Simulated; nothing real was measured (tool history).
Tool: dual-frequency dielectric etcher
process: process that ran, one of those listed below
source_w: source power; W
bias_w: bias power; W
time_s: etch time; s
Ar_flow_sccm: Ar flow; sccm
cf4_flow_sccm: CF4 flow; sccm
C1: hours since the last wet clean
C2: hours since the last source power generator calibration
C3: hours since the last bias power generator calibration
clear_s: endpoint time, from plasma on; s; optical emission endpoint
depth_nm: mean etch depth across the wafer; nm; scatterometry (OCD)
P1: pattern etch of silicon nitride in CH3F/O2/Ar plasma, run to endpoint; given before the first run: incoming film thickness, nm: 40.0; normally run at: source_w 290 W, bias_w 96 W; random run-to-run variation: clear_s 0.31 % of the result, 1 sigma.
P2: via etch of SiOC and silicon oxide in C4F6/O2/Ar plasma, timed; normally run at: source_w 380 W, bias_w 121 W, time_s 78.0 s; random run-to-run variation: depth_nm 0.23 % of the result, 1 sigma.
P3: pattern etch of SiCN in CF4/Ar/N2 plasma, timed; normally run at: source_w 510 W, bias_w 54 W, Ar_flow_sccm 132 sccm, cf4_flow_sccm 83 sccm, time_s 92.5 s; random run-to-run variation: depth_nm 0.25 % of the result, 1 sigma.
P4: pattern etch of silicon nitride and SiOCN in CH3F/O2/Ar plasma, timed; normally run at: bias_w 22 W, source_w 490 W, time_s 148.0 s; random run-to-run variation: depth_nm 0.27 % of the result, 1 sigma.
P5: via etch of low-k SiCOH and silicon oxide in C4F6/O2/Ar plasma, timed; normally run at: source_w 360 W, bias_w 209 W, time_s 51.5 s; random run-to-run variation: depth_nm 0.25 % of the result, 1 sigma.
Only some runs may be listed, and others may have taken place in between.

{"run": 1, "hour": 9.3, "process": "P1", "source_w": 290, "bias_w": 96, "C1": 146.4, "C2": 1282.9, "C3": 1336.5, "clear_s": 58.237}
{"run": 2, "hour": 24.3, "process": "P5", "source_w": 360, "bias_w": 276, "time_s": 51.5, "C1": 161.4, "C2": 1297.9, "C3": 1351.5, "depth_nm": 149.21}
{"run": 3, "hour": 32.9, "process": "P5", "source_w": 360, "bias_w": 209, "time_s": 51.5, "C1": 170.0, "C2": 1306.5, "C3": 1360.1, "depth_nm": 135.7}
{"run": 4, "hour": 40.5, "process": "P4", "source_w": 640, "bias_w": 22, "time_s": 148.0, "C1": 177.6, "C2": 1314.1, "C3": 1367.7, "depth_nm": 23.666}
{"run": 5, "hour": 51.3, "process": "P3", "source_w": 510, "bias_w": 54, "time_s": 92.5, "Ar_flow_sccm": 132, "cf4_flow_sccm": 83, "C1": 188.4, "C2": 1324.9, "C3": 1378.5, "depth_nm": 78.356}
{"run": 6, "hour": 66.8, "process": "P3", "source_w": 510, "bias_w": 40, "time_s": 92.5, "Ar_flow_sccm": 132, "cf4_flow_sccm": 83, "C1": 203.9, "C2": 1340.4, "C3": 1394.0, "depth_nm": 71.236}
{"run": 7, "hour": 80.1, "process": "P4", "source_w": 490, "bias_w": 22, "time_s": 206.0, "C1": 217.2, "C2": 1353.7, "C3": 1407.3, "depth_nm": 30.038}
{"run": 8, "hour": 86.9, "process": "P2", "source_w": 380, "bias_w": 121, "time_s": 49.5, "C1": 224.0, "C2": 1360.5, "C3": 1414.1, "depth_nm": 48.044}
{"run": 9, "hour": 96.3, "process": "P1", "source_w": 290, "bias_w": 96, "C1": 233.4, "C2": 1369.9, "C3": 1423.5, "clear_s": 58.187}
{"run": 10, "hour": 107.2, "process": "P2", "source_w": 380, "bias_w": 121, "time_s": 78.0, "C1": 244.3, "C2": 1380.8, "C3": 1434.4, "depth_nm": 75.858}
{"run": 11, "hour": 117.8, "process": "P5", "source_w": 360, "bias_w": 209, "time_s": 70.0, "C1": 254.9, "C2": 1391.4, "C3": 1445.0, "depth_nm": 184.47}
{"run": 12, "hour": 129.6, "process": "P1", "source_w": 290, "bias_w": 96, "C1": 266.7, "C2": 1403.2, "C3": 1456.8, "clear_s": 57.705}
{"run": 13, "hour": 136.4, "process": "P3", "source_w": 690, "bias_w": 54, "time_s": 92.5, "Ar_flow_sccm": 132, "cf4_flow_sccm": 83, "C1": 273.5, "C2": 1410.0, "C3": 1463.6, "depth_nm": 102.67}
{"run": 14, "hour": 151.8, "process": "P1", "source_w": 290, "bias_w": 96, "C1": 288.9, "C2": 1425.4, "C3": 1479.0, "clear_s": 58.258}
{"run": 15, "hour": 166.5, "process": "P3", "source_w": 510, "bias_w": 54, "time_s": 92.5, "Ar_flow_sccm": 177, "cf4_flow_sccm": 83, "C1": 303.6, "C2": 1440.1, "C3": 1493.7, "depth_nm": 74.232}
{"run": 16, "hour": 176.2, "process": "P2", "source_w": 380, "bias_w": 98, "time_s": 78.0, "C1": 313.3, "C2": 1449.8, "C3": 1503.4, "depth_nm": 71.091}
{"run": 17, "hour": 189.8, "process": "P4", "source_w": 490, "bias_w": 12, "time_s": 148.0, "C1": 326.9, "C2": 1463.4, "C3": 1517.0, "depth_nm": 16.864}
{"run": 18, "hour": 199.5, "process": "P1", "source_w": 290, "bias_w": 131, "C1": 336.6, "C2": 1473.1, "C3": 1526.7, "clear_s": 51.448}
{"run": 19, "hour": 211.4, "process": "P1", "source_w": 370, "bias_w": 96, "C1": 348.5, "C2": 1485.0, "C3": 1538.6, "clear_s": 53.103}
{"run": 20, "hour": 219.1, "process": "P4", "source_w": 490, "bias_w": 22, "time_s": 148.0, "C1": 356.2, "C2": 1492.7, "C3": 1546.3, "depth_nm": 21.594}
{"run": 21, "hour": 230.9, "process": "P5", "source_w": 430, "bias_w": 209, "time_s": 51.5, "C1": 368.0, "C2": 1504.5, "C3": 1558.1, "depth_nm": 146.26}
{"run": 22, "hour": 244.7, "process": "P3", "source_w": 510, "bias_w": 54, "time_s": 92.5, "Ar_flow_sccm": 132, "cf4_flow_sccm": 83, "C1": 381.8, "C2": 1518.3, "C3": 1571.9, "depth_nm": 78.581}
{"run": 23, "hour": 256.9, "process": "P1", "source_w": 200, "bias_w": 96, "C1": 394.0, "C2": 1530.5, "C3": 1584.1, "clear_s": 66.969}
{"run": 24, "hour": 272.1, "process": "P1", "source_w": 290, "bias_w": 66, "C1": 409.2, "C2": 1545.7, "C3": 1599.3, "clear_s": 66.578}
{"run": 25, "hour": 280.2, "process": "P1", "source_w": 190, "bias_w": 59, "C1": 417.3, "C2": 1553.8, "C3": 1607.4, "clear_s": 80.921}
{"run": 26, "hour": 291.6, "process": "P2", "source_w": 280, "bias_w": 121, "time_s": 78.0, "C1": 428.7, "C2": 1565.2, "C3": 1618.8, "depth_nm": 66.905}
{"run": 27, "hour": 302.6, "process": "P3", "source_w": 510, "bias_w": 54, "time_s": 92.5, "Ar_flow_sccm": 132, "cf4_flow_sccm": 48, "C1": 439.7, "C2": 1576.2, "C3": 1629.8, "depth_nm": 70.693}
{"run": 28, "hour": 317.4, "process": "P1", "source_w": 290, "bias_w": 96, "C1": 454.5, "C2": 1591.0, "C3": 1644.6, "clear_s": 57.957}
{"run": 29, "hour": 326.7, "process": "P3", "source_w": 510, "bias_w": 54, "time_s": 129.5, "Ar_flow_sccm": 132, "cf4_flow_sccm": 83, "C1": 463.8, "C2": 1600.3, "C3": 1653.9, "depth_nm": 109.49}
{"run": 30, "hour": 334.5, "process": "P1", "source_w": 290, "bias_w": 96, "C1": 471.6, "C2": 1608.1, "C3": 1661.7, "clear_s": 57.894}
{"run": 31, "hour": 341.6, "process": "P1", "source_w": 290, "bias_w": 96, "C1": 478.7, "C2": 1615.2, "C3": 1668.8, "clear_s": 57.935}
{"run": 32, "hour": 354.2, "process": "P1", "source_w": 290, "bias_w": 96, "C1": 491.3, "C2": 1627.8, "C3": 1681.4, "clear_s": 57.77}
{"run": 33, "hour": 361.0, "process": "P1", "source_w": 290, "bias_w": 96, "C1": 498.1, "C2": 1634.6, "C3": 1688.2, "clear_s": 57.388}
{"run": 34, "hour": 368.1, "process": "P1", "source_w": 290, "bias_w": 96, "C1": 505.2, "C2": 1641.7, "C3": 1695.3, "clear_s": 57.141}
{"run": 35, "hour": 376.8, "process": "P1", "source_w": 290, "bias_w": 96, "C1": 513.9, "C2": 1650.4, "C3": 1704.0, "clear_s": 57.182}
{"hour": 381.8, "done": "wet clean of the chamber"}
{"run": 36, "hour": 389.4, "process": "P1", "source_w": 290, "bias_w": 96, "C1": 7.6, "C2": 1663.0, "C3": 1716.6, "clear_s": 57.143}
{"run": 37, "hour": 398.8, "process": "P1", "source_w": 290, "bias_w": 96, "C1": 17.0, "C2": 1672.4, "C3": 1726.0, "clear_s": 57.006}
{"run": 38, "hour": 407.1, "process": "P1", "source_w": 290, "bias_w": 96, "C1": 25.3, "C2": 1680.7, "C3": 1734.3, "clear_s": 56.901}

The log shows P1 creeping away from where it was. Any of the 2 causes listed here, at the size stated for it, fits the log just as well as the others:
A: bias power that arrives over what is set, % = 4.23
B: source power that arrives over what is set, % = 4.26
The process output started creeping at around hour 341.6.
Excluded causes, each with its reason:
chamber walls in a state that raises the etch rate, %: serviced after onset, at hour 381.8, with no recovery of the prior output

The check runs listed below each take one wafer, and their results are still question marks. Under which run would the listed causes lead to clearly different results?
{"run": "check 1", "hour": 415.4, "process": "P4", "source_w": 490, "bias_w": 22, "time_s": 148.0, "depth_nm": "?"}
{"run": "check 2", "hour": 415.4, "process": "P5", "source_w": 360, "bias_w": 209, "time_s": 51.5, "depth_nm": "?"}
{"run": "check 3", "hour": 415.4, "process": "P3", "source_w": 510, "bias_w": 54, "time_s": 92.5, "Ar_flow_sccm": 132, "cf4_flow_sccm": 83, "depth_nm": "?"}
{"run": "check 4", "hour": 415.4, "process": "P2", "source_w": 380, "bias_w": 121, "time_s": 78.0, "depth_nm": "?"}

What each check would give under each cause:
check=check_1 result=depth_nm if_A=21.973 if_B=21.893
check=check_2 result=depth_nm if_A=137.940 if_B=138.270
check=check_3 result=depth_nm if_A=79.368 if_B=81.237
check=check_4 result=depth_nm if_A=76.647 if_B=76.974
Minimum pairwise separation of causes per check, each pair taken at its best-separating result: check 1 0.37 %; check 2 0.24 %; check 3 2.33 %; check 4 0.43 %
Of the check runs offered, only check 3 discriminates between the causes; the rest would read about the same regardless of which cause applies.

Then check 3 was run and gave: depth_nm 80.829 nm. Which cause is it?

It is B: source power that arrives over what is set, %.
